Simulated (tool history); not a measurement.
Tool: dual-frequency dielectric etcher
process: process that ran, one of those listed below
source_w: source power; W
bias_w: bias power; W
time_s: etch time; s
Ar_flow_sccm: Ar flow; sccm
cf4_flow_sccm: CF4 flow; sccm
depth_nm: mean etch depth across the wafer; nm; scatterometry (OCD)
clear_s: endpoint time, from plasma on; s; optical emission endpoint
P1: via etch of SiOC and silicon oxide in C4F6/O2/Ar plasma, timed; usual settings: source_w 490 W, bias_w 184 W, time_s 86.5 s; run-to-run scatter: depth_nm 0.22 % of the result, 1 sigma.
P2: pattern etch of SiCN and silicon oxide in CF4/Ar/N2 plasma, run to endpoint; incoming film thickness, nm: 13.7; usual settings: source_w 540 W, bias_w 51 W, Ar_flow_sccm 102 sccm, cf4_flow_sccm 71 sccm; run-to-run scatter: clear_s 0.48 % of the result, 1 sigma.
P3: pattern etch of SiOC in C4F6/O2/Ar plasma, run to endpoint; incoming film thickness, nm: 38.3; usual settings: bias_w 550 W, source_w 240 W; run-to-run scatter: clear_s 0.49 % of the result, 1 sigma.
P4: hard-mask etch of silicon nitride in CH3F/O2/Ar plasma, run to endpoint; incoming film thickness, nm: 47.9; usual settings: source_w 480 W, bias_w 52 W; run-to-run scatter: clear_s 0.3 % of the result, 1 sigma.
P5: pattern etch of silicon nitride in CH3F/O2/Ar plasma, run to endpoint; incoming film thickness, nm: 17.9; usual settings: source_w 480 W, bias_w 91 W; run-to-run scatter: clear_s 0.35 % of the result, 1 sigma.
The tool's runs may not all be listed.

Run 1, hour 6.7: process P1, source_w 490 W, bias_w 184 W, time_s 86.5 s. Result: depth_nm 105.9 nm.
Run 2, hour 16.1: process P1, source_w 490 W, bias_w 184 W, time_s 86.5 s. Result: depth_nm 105.58 nm.
Run 3, hour 24.6: process P1, source_w 490 W, bias_w 135 W, time_s 111 s. Result: depth_nm 123.57 nm.
Run 4, hour 30.2: process P1, source_w 620 W, bias_w 184 W, time_s 86.5 s. Result: depth_nm 115.64 nm.
Run 5, hour 38.6: process P2, source_w 540 W, bias_w 51 W, Ar_flow_sccm 102 sccm, cf4_flow_sccm 71 sccm. Result: clear_s 15.247 s.
Run 6, hour 43.8: process P5, source_w 480 W, bias_w 123 W. Result: clear_s 20.186 s.
Run 7, hour 49.2: process P1, source_w 490 W, bias_w 230 W, time_s 86.5 s. Result: depth_nm 113.71 nm.
Run 8, hour 58: process P2, source_w 770 W, bias_w 51 W, Ar_flow_sccm 102 sccm, cf4_flow_sccm 71 sccm. Result: clear_s 11.067 s.
Run 9, hour 64.5: process P5, source_w 480 W, bias_w 91 W. Result: clear_s 22.409 s.
Run 10, hour 71.7: process P1, source_w 360 W, bias_w 137 W, time_s 86.5 s. Result: depth_nm 85.133 nm.
Run 11, hour 76: process P5, source_w 480 W, bias_w 91 W. Result: clear_s 22.356 s.
Run 12, hour 83.7: process P1, source_w 490 W, bias_w 184 W, time_s 127.5 s. Result: depth_nm 155.62 nm.
Run 13, hour 89.9: process P1, source_w 490 W, bias_w 184 W, time_s 86.5 s. Result: depth_nm 105.56 nm.
Run 14, hour 95.6: process P2, source_w 540 W, bias_w 51 W, Ar_flow_sccm 128 sccm, cf4_flow_sccm 71 sccm. Result: clear_s 15.75 s.
Run 15, hour 101.9: process P2, source_w 540 W, bias_w 35 W, Ar_flow_sccm 102 sccm, cf4_flow_sccm 71 sccm. Result: clear_s 16.763 s.
Run 16, hour 106.9: process P4, source_w 480 W, bias_w 68 W. Result: clear_s 65.567 s.
Run 17, hour 114.6: process P1, source_w 490 W, bias_w 184 W, time_s 86.5 s. Result: depth_nm 105.87 nm.
Run 18, hour 119.6: process P4, source_w 480 W, bias_w 52 W. Result: clear_s 71.7 s.
Run 19, hour 128.2: process P1, source_w 490 W, bias_w 122 W, time_s 86.5 s. Result: depth_nm 93.138 nm.
Run 20, hour 135.2: process P5, source_w 680 W, bias_w 91 W. Result: clear_s 19.555 s.
Run 21, hour 142.6: process P2, source_w 540 W, bias_w 51 W, Ar_flow_sccm 102 sccm, cf4_flow_sccm 58 sccm. Result: clear_s 15.676 s.
Run 22, hour 149.8: process P1, source_w 490 W, bias_w 184 W, time_s 57 s. Result: depth_nm 69.414 nm.
Run 23, hour 158.8: process P1, source_w 400 W, bias_w 184 W, time_s 86.5 s. Result: depth_nm 97.517 nm.
At hour 161.8: bias power generator calibrated.
Run 24, hour 164: process P3, source_w 160 W, bias_w 550 W. Result: clear_s 16.972 s.
Run 25, hour 169.1: process P3, source_w 240 W, bias_w 550 W. Result: clear_s 14.593 s.
Run 26, hour 175.7: process P4, source_w 320 W, bias_w 52 W. Result: clear_s 83.927 s.
Run 27, hour 180.1: process P3, source_w 240 W, bias_w 336 W. Result: clear_s 17.504 s.
Run 28, hour 186.2: process P1, source_w 490 W, bias_w 184 W, time_s 86.5 s. Result: depth_nm 105.43 nm.
Run 29, hour 194.2: process P1, source_w 490 W, bias_w 184 W, time_s 86.5 s. Result: depth_nm 105.95 nm.
Run 30, hour 198.9: process P1, source_w 490 W, bias_w 184 W, time_s 86.5 s. Result: depth_nm 106.61 nm.
Run 31, hour 208: process P1, source_w 490 W, bias_w 184 W, time_s 86.5 s. Result: depth_nm 106.74 nm.
Run 32, hour 213.1: process P1, source_w 490 W, bias_w 184 W, time_s 86.5 s. Result: depth_nm 106.81 nm.
Run 33, hour 219.5: process P1, source_w 490 W, bias_w 184 W, time_s 86.5 s. Result: depth_nm 107.12 nm.
Run 34, hour 228.1: process P1, source_w 490 W, bias_w 184 W, time_s 86.5 s. Result: depth_nm 107.01 nm.
Run 35, hour 233.7: process P1, source_w 490 W, bias_w 184 W, time_s 86.5 s. Result: depth_nm 107.19 nm.
At hour 237.8: wet clean of the chamber.
Run 36, hour 242.3: process P1, source_w 490 W, bias_w 184 W, time_s 86.5 s. Result: depth_nm 107.13 nm.
Run 37, hour 252: process P1, source_w 490 W, bias_w 184 W, time_s 86.5 s. Result: depth_nm 107.41 nm.
Run 38, hour 258.4: process P1, source_w 490 W, bias_w 184 W, time_s 86.5 s. Result: depth_nm 107.14 nm.

What P1 gives has crept away from where it was. These 2 causes fit the log equally well, each at the size given:
A: bias power that arrives over what is set, % = 4.65
B: source power that arrives over what is set, % = 3.82
The creep began at about hour 186.2.
Why every other cause is out:
chamber walls in a state that raises the etch rate, %: serviced at hour 237.8, which brought nothing back

4 check runs are offered, each on 3 wafers whose results are averaged, their results left as question marks. Which one tells the causes apart?
Run check 1, hour 264.8: process P4, source_w 360 W, bias_w 60 W. Result: clear_s ?.
Run check 2, hour 264.8: process P3, source_w 240 W, bias_w 384 W. Result: clear_s ?.
Run check 3, hour 264.8: process P2, source_w 750 W, bias_w 38 W, Ar_flow_sccm 102 sccm, cf4_flow_sccm 71 sccm. Result: clear_s ?.
Run check 4, hour 264.8: process P5, source_w 560 W, bias_w 109 W. Result: clear_s ?.

What each check would give under each cause:
  check   result    if A    if B
check 1  clear_s  75.302   75.36
check 2  clear_s  16.501  16.549
check 3  clear_s  12.104  11.846
check 4  clear_s  19.532  19.584
How far apart the two closest causes lie, in the result that separates them most: check 1 0.08 %; check 2 0.29 %; check 3 2.15 %; check 4 0.27 %
Only check 3 tells the causes apart: in the others they would give nearly the same result.

Then check 3 was run and gave: clear_s 12.103 s. Which cause is it?

It is A: bias power that arrives over what is set, %.

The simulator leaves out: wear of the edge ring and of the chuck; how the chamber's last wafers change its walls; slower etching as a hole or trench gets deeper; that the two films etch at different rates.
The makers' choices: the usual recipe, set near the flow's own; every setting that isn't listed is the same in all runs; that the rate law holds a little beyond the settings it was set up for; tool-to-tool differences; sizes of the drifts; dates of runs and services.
